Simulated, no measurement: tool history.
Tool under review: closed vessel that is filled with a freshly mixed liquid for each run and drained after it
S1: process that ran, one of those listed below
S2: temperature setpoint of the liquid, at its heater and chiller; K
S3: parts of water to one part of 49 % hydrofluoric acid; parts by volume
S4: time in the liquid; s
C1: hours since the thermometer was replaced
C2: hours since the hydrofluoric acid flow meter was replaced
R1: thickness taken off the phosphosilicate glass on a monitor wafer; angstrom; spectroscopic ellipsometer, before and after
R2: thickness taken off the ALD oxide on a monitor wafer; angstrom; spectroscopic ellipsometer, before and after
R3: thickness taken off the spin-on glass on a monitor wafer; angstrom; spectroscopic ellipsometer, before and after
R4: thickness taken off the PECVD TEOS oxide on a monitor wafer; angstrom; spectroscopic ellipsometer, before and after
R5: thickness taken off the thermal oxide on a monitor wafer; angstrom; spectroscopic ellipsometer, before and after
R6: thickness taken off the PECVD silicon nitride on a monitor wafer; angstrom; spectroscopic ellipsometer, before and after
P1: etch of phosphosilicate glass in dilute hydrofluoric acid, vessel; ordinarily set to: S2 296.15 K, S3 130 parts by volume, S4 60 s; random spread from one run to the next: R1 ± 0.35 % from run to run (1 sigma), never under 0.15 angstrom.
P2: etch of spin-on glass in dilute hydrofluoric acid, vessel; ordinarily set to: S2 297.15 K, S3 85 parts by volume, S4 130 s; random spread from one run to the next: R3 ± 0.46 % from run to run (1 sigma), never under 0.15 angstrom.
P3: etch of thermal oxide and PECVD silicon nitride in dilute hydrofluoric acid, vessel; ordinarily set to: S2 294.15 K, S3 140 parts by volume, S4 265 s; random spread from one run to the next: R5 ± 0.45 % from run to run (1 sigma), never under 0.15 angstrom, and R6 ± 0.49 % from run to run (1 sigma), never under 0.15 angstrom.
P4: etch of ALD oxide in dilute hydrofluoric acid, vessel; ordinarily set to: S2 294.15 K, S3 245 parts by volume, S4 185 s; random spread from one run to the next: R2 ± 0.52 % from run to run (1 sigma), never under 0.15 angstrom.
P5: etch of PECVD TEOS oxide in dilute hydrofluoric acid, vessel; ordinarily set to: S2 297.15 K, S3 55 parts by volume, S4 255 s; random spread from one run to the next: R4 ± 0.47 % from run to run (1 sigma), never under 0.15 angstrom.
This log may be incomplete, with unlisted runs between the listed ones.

run,hour,S1,S2,S3,S4,C1,C2,R1,R2,R3,R4,R5,R6
1,8.0,P1,296.15,130,60,782.0,1905.1,541.30,,,,,
2,15.5,P1,292.65,130,60,789.5,1912.6,469.45,,,,,
3,23.8,P4,294.15,245,185,797.8,1920.9,,66.479,,,,
4,32.1,P2,297.15,85,30,806.1,1929.2,,,90.307,,,
5,37.5,P1,303.15,130,60,811.5,1934.6,703.09,,,,,
6,43.6,P5,297.15,55,125,817.6,1940.7,,,,209.01,,
7,49.7,P1,296.15,225,60,823.7,1946.8,282.17,,,,,
8,59.0,P3,294.15,140,265,833.0,1956.1,,,,,75.327,43.0070
9,67.0,P3,294.15,140,60,841.0,1964.1,,,,,17.053,9.7034
10,72.1,P4,294.15,245,265,846.1,1969.2,,94.891,,,,
11,76.7,P1,299.65,45,60,850.7,1973.8,1992.50,,,,,
12,83.2,P4,301.65,245,185,857.2,1980.3,,86.570,,,,
13,90.3,P5,297.15,55,255,864.3,1987.4,,,,425.42,,
14,97.5,P1,296.15,130,100,871.5,1994.6,902.59,,,,,
15,106.3,P1,296.15,50,60,880.3,2003.4,1539.20,,,,,
16,114.8,P1,296.15,130,60,888.8,2011.9,540.45,,,,,
17,121.5,P1,296.15,130,60,895.5,2018.6,539.62,,,,,
18,126.6,P1,296.15,130,60,900.6,2023.7,540.01,,,,,
19,134.5,P1,296.15,130,30,908.5,2031.6,269.97,,,,,
# hour 135.0: thermometer replaced
20,141.7,P2,297.15,45,130,6.8,2038.8,,,780.280,,,
21,145.9,P3,294.15,255,265,11.0,2043.0,,,,,36.885,23.8130
22,153.8,P5,297.15,55,255,18.9,2050.9,,,,427.13,,
23,158.5,P4,294.15,425,185,23.6,2055.6,,32.473,,,,
24,167.6,P2,297.15,85,130,32.7,2064.7,,,389.700,,,
25,174.9,P1,296.15,130,60,40.0,2072.0,541.35,,,,,
26,182.5,P3,301.65,140,265,47.6,2079.6,,,,,99.024,69.2640
27,186.9,P1,296.15,130,60,52.0,2084.0,542.97,,,,,
28,195.6,P3,294.15,140,265,60.7,2092.7,,,,,75.914,43.4370
29,202.5,P5,290.15,55,255,67.6,2099.6,,,,314.94,,
30,207.3,P1,296.15,130,60,72.4,2104.4,538.49,,,,,
31,213.7,P5,297.15,95,255,78.8,2110.8,,,,234.36,,

Run 32 comes next. What will it give?
32,220.5,P2,303.65,85,130,85.6,2117.6,,,?,,,

Run 32 came out at R3 506.490 angstrom.

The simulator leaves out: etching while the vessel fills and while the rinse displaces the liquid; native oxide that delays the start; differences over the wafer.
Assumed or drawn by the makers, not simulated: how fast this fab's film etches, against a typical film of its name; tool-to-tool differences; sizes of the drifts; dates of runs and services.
